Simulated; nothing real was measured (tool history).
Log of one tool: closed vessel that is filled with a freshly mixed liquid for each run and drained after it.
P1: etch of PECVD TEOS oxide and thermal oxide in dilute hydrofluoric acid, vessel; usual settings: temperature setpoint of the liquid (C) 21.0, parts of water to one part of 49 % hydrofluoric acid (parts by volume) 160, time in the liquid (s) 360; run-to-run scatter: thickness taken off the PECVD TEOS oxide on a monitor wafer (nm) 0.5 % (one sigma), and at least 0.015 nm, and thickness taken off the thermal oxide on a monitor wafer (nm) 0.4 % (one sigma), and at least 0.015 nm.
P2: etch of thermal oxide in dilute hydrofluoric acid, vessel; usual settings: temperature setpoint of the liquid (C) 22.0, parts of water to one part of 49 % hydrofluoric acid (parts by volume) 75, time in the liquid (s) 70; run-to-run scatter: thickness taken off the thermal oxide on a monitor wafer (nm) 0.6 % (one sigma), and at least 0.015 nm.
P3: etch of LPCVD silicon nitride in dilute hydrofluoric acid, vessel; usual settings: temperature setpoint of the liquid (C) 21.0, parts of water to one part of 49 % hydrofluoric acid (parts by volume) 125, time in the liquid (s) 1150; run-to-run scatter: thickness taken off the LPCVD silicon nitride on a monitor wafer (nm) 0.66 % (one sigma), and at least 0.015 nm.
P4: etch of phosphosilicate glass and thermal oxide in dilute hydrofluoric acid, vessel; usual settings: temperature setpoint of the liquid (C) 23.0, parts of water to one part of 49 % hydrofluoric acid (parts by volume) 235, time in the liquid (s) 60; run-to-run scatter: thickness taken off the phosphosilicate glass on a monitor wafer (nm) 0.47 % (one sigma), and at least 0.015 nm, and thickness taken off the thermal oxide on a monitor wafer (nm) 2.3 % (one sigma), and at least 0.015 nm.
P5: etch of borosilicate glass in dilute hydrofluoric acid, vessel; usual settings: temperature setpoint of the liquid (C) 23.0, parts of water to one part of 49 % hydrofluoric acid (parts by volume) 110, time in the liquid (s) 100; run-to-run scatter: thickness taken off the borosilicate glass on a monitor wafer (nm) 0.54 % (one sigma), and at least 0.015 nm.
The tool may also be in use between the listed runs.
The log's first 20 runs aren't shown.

run   hour  process that ran  temperature setpoint of the liquid (C)  parts of water to one part of 49 % hydrofluoric acid (parts by volume)  time in the liquid (s)  thickness taken off the PECVD TEOS oxide on a monitor wafer (nm)  thickness taken off the thermal oxide on a monitor wafer (nm)  thickness taken off the phosphosilicate glass on a monitor wafer (nm)  thickness taken off the LPCVD silicon nitride on a monitor wafer (nm)  thickness taken off the borosilicate glass on a monitor wafer (nm)
 21  211.0                P5                                    23.0                                                                     110                      45                                                                                                                                                                                                                                                                                                                                             13.765
 22  223.8                P1                                    21.0                                                                     280                     360                                                           19.1210                                                        4.48390
 23  230.0                P5                                    23.0                                                                     110                     100                                                                                                                                                                                                                                                                                                                                             30.622
 24  239.9                P2                                    22.0                                                                      75                      70                                                                                                                          4.52480
 25  246.4                P2                                    22.0                                                                     110                      70                                                                                                                          2.92940
 26  253.5                P2                                    26.5                                                                      75                      70                                                                                                                          5.30810
 27  265.4                P1                                    21.0                                                                     160                     360                                                           38.1320                                                        8.86260
 28  271.9                P3                                    21.0                                                                     125                    1150                                                                                                                                                                                                                                                                         3.9602
 29  283.4                P1                                    17.0                                                                     160                     360                                                           32.2320                                                        7.61900
 30  289.3                P4                                    18.0                                                                     235                      60                                                                                                                          0.81427                                                                 22.534
 31  303.0                P1                                    21.0                                                                     160                     360                                                           37.6710                                                        8.88710
 32  316.7                P1                                    21.0                                                                     160                     360                                                           39.6610                                                        9.28470
 33  327.5                P1                                    21.0                                                                     160                     360                                                           40.1460                                                        9.45560
 34  338.8                P1                                    21.0                                                                     160                     360                                                           40.8320                                                        9.58120
 35  351.0                P1                                    21.0                                                                     160                     360                                                           40.6370                                                        9.56300

Run 36 comes next. What will it give?
 36  362.8                P1                                    21.0                                                                     160                     360                                                                 ?                                                              ?

{"run 36": {"thickness taken off the PECVD TEOS oxide on a monitor wafer (nm)": 40.689, "thickness taken off the thermal oxide on a monitor wafer (nm)": 9.6549}}
